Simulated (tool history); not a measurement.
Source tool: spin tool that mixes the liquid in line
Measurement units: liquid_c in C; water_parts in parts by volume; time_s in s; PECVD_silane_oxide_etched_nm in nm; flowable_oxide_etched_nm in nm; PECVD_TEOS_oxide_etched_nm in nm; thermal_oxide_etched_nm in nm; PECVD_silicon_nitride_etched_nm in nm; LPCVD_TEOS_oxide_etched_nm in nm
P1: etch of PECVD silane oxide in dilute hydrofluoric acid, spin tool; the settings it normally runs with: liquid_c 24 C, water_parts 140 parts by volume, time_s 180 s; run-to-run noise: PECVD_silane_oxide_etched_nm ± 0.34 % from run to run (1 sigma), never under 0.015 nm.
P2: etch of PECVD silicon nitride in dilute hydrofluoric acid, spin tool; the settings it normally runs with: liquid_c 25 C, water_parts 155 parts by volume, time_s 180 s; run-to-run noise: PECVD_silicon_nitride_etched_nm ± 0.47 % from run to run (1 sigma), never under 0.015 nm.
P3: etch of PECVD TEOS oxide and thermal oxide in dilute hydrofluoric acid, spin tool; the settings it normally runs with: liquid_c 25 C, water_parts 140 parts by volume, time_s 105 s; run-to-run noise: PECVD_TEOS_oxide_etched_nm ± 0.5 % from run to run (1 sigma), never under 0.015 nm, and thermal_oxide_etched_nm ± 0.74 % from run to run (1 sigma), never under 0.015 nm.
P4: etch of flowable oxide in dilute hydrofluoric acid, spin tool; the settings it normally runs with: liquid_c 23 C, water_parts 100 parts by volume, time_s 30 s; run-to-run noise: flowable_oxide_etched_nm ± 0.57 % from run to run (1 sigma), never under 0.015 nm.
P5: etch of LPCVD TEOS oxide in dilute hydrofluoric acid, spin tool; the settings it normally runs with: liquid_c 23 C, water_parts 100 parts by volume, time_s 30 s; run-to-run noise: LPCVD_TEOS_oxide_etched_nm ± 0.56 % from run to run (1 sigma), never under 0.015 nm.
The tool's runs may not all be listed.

run   hour  process  liquid_c  water_parts  time_s  hours since the thermometer was replaced  hours since the hydrofluoric acid flow meter was replaced  PECVD_silane_oxide_etched_nm  flowable_oxide_etched_nm  PECVD_TEOS_oxide_etched_nm  thermal_oxide_etched_nm  PECVD_silicon_nitride_etched_nm  LPCVD_TEOS_oxide_etched_nm
  1   10.4       P1        24          140     180                                     170.9                                                      729.2                        23.006
  2   16.9       P4        23          100      30                                     177.4                                                      735.7                                                  11.573
  3   28.4       P1        24          235     180                                     188.9                                                      747.2                         12.46
  4   35.6       P3        25          140     105                                     196.1                                                      754.4                                                                              8.0409                   3.3852
  5   49.4       P1        24          140     180                                     209.9                                                      768.2                        23.068
  6   60.2       P1        24           50     180                                     220.7                                                        779                         71.64
  7   67.7       P1        18          140     180                                     228.2                                                      786.5                        18.328
  8   75.2       P2        25          155      50                                     235.7                                                        794                                                                                                                                        1.4193
  9   84.1       P2        25          155     180                                     244.6                                                      802.9                                                                                                                                        5.1143
 10   90.5       P5        23          100      30                                       251                                                      809.3                                                                                                                                                                    7.9638
 11  102.9       P3        25          140     105                                     263.4                                                      821.7                                                                              8.0087                   3.3757
 12    113       P1      30.5          140     180                                     273.5                                                      831.8                        29.579
 13  122.3       P2        30          155     180                                     282.8                                                      841.1                                                                                                                                        6.9801
 14  130.2       P1        24          140     180                                     290.7                                                        849                        23.197
 15  142.1       P1        24          140     180                                     302.6                                                      860.9                        23.001
 16  152.5       P3        25           60     105                                       313                                                      871.3                                                                              20.656                   8.7712
 17  165.7       P5        23          100      15                                     326.2                                                      884.5                                                                                                                                                                    3.9451
 18  175.2       P3        25          140      50                                     335.7                                                        894                                                                              3.8027                   1.6051
 19  182.2       P4        23          100      55                                     342.7                                                        901                                                  21.336
 20  192.5       P1        24          140      85                                       353                                                      911.3                        10.871
 21  202.4       P1        24           85      80                                     362.9                                                      921.2                        18.058
 22  209.4       P1        24          140     285                                     369.9                                                      928.2                         36.62
 23  215.8       P3        18          140     105                                     376.3                                                      934.6                                                                              6.1527                   2.6198
 24  228.7       P4        23          165      30                                     389.2                                                      947.5                                                  6.4522
 25  243.1       P5        23          160      30                                     403.6                                                      961.9                                                                                                                                                                    4.6314
     244.8  -- hydrofluoric acid flow meter replaced
 26  256.2       P1        24          140     180                                     416.7                                                       11.5                        23.205
 27  267.2       P4        17          100      30                                     427.7                                                       22.5                                                  8.9369
 28  277.9       P5        27          100      30                                     438.4                                                       33.2                                                                                                                                                                    9.2888
 29  286.1       P2        25           80     180                                     446.6                                                       41.4                                                                                                                                        9.9942
 30  298.7       P1        24          140     180                                     459.2                                                         54                        23.044
 31  309.2       P1        24          140     180                                     469.7                                                       64.5                        22.145
 32  316.3       P1        24          140     180                                     476.8                                                       71.6                        22.069
 33  325.6       P1        24          140     180                                     486.1                                                       80.9                        21.497
 34  334.4       P1        24          140     180                                     494.9                                                       89.7                        21.491
 35  341.6       P1        24          140     180                                     502.1                                                       96.9                        21.323
 36  354.7       P1        24          140     180                                     515.2                                                        110                         21.23
 37  367.5       P1        24          140     180                                       528                                                      122.8                        21.227
 38  376.7       P1        24          140     180                                     537.2                                                        132                         21.06
 39    386       P1        24          140     180                                     546.5                                                      141.3                        21.053

What P1 gives has crept off from where it sat before. The 2 causes that follow fit the log equally well, each at the size noted:
A: liquid colder than its thermometer reads (K) = 2.35
B: hydrofluoric acid flow below the setpoint (%) = 7.53
Creep in the process output first set in at about hour 298.7.

Below are 4 check runs, each on a single wafer, with their results shown as question marks. Which of them would tell the listed causes apart, meaning the causes would give clearly different results under it?
check 1  395.3       P3        25          140     105                                                                                                                                                                                        ?                        ?
check 2  395.3       P2        25          155     180                                                                                                                                                                                                                                                  ?
check 3  395.3       P5        23          100      30                                                                                                                                                                                                                                                                              ?
check 4  395.3       P4        23          100      30                                                                                                                                                            ?

What each check would give under each cause:
  check                           result    if A    if B
check 1       PECVD_TEOS_oxide_etched_nm  7.3299   7.322
check 1          thermal_oxide_etched_nm  3.1194  3.1161
check 2  PECVD_silicon_nitride_etched_nm   4.397  4.7335
check 3       LPCVD_TEOS_oxide_etched_nm  7.2056  7.2562
check 4         flowable_oxide_etched_nm  10.511  10.585
Per check, the gap between the least separated pair of causes, taken in the result that splits them most: check 1 0.11 %; check 2 7.37 %; check 3 0.7 %; check 4 0.7 %
Of the check runs offered, only check 2 discriminates between the causes; the rest would read about the same regardless of which cause applies.

Check 2 has now been run. It gave: PECVD_silicon_nitride_etched_nm 4.3998 nm. Which of the candidate causes is it?

A is the cause: liquid colder than its thermometer reads (K).
